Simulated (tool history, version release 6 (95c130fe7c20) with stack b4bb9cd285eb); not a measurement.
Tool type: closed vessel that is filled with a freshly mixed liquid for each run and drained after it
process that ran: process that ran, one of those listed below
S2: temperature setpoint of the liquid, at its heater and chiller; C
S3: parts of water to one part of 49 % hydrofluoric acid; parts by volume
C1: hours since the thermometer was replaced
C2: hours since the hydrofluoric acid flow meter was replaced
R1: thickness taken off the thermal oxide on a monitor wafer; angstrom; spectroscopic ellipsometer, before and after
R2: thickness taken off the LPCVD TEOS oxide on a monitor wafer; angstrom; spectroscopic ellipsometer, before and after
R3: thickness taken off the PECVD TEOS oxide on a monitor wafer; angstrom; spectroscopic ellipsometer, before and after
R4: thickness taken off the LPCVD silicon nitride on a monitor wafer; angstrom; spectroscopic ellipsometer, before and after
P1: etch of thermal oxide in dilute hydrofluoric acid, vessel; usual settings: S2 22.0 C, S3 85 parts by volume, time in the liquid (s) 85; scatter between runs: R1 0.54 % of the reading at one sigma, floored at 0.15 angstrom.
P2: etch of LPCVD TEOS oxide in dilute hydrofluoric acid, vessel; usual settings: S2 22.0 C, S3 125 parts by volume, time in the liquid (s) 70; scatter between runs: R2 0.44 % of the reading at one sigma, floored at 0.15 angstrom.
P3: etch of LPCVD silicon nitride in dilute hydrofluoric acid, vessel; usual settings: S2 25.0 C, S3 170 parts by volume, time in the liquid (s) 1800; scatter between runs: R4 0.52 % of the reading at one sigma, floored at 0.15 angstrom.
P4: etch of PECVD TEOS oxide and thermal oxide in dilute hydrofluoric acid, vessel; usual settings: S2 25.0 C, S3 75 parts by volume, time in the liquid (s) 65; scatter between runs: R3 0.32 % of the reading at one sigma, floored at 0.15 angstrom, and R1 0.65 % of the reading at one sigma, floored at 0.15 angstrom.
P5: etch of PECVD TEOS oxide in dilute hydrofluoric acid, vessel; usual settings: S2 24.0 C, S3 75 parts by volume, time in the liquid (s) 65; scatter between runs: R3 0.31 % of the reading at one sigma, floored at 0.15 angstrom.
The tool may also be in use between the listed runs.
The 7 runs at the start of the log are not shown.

run 8 hour=78.9 | process_that_ran=P1 S2=22.0 S3=20 time_in_the_liquid_(s)=50 | C1=910.4 C2=960.2 | R1=122.110
run 9 hour=86.1 | process_that_ran=P5 S2=24.0 S3=110 time_in_the_liquid_(s)=65 | C1=917.6 C2=967.4 | R3=106.29
run 10 hour=94.1 | process_that_ran=P4 S2=25.0 S3=75 time_in_the_liquid_(s)=105 | C1=925.6 C2=975.4 | R1=75.959 R3=416.77
run 11 hour=107.6 | process_that_ran=P2 S2=22.0 S3=125 time_in_the_liquid_(s)=70 | C1=939.1 C2=988.9 | R2=280.52
run 12 hour=117.6 | process_that_ran=P3 S2=25.0 S3=170 time_in_the_liquid_(s)=1800 | C1=949.1 C2=998.9 | R4=64.595
run 13 hour=128.7 | process_that_ran=P3 S2=25.0 S3=170 time_in_the_liquid_(s)=1800 | C1=960.2 C2=1010.0 | R4=64.161
run 14 hour=138.1 | process_that_ran=P5 S2=18.5 S3=75 time_in_the_liquid_(s)=65 | C1=969.6 C2=1019.4 | R3=130.25
run 15 hour=148.7 | process_that_ran=P3 S2=25.0 S3=65 time_in_the_liquid_(s)=1800 | C1=980.2 C2=1030.0 | R4=167.820
run 16 hour=157.5 | process_that_ran=P1 S2=26.5 S3=85 time_in_the_liquid_(s)=85 | C1=989.0 C2=1038.8 | R1=54.094
run 17 hour=166.6 | process_that_ran=P1 S2=22.0 S3=140 time_in_the_liquid_(s)=85 | C1=998.1 C2=1047.9 | R1=25.556
run 18 hour=178.2 | process_that_ran=P1 S2=22.0 S3=85 time_in_the_liquid_(s)=85 | C1=1009.7 C2=1059.5 | R1=45.620
run 19 hour=186.9 | process_that_ran=P1 S2=22.0 S3=85 time_in_the_liquid_(s)=85 | C1=1018.4 C2=1068.2 | R1=45.517
run 20 hour=199.6 | process_that_ran=P3 S2=25.0 S3=170 time_in_the_liquid_(s)=2730 | C1=1031.1 C2=1080.9 | R4=97.173
run 21 hour=210.9 | process_that_ran=P2 S2=22.0 S3=60 time_in_the_liquid_(s)=70 | C1=1042.4 C2=1092.2 | R2=632.94
run 22 hour=224.2 | process_that_ran=P5 S2=24.0 S3=75 time_in_the_liquid_(s)=105 | C1=1055.7 C2=1105.5 | R3=265.60
run 23 hour=231.4 | process_that_ran=P5 S2=24.0 S3=75 time_in_the_liquid_(s)=65 | C1=1062.9 C2=1112.7 | R3=163.87
run 24 hour=242.8 | process_that_ran=P4 S2=25.0 S3=75 time_in_the_liquid_(s)=65 | C1=1074.3 C2=1124.1 | R1=46.880 R3=257.99
run 25 hour=254.9 | process_that_ran=P4 S2=25.0 S3=75 time_in_the_liquid_(s)=65 | C1=1086.4 C2=1136.2 | R1=46.954 R3=256.61
run 26 hour=266.4 | process_that_ran=P1 S2=22.0 S3=40 time_in_the_liquid_(s)=85 | C1=1097.9 C2=1147.7 | R1=100.900
run 27 hour=280.2 | process_that_ran=P1 S2=22.0 S3=85 time_in_the_liquid_(s)=140 | C1=1111.7 C2=1161.5 | R1=74.137
run 28 hour=287.3 | process_that_ran=P1 S2=22.0 S3=85 time_in_the_liquid_(s)=30 | C1=1118.8 C2=1168.6 | R1=16.149

Predict the results of run 29:
run 29 hour=293.6 | process_that_ran=P3 S2=33.0 S3=170 time_in_the_liquid_(s)=1800 | C1=1125.1 C2=1174.9 | R4=?

{"run 29": {"R4": 105.48}}
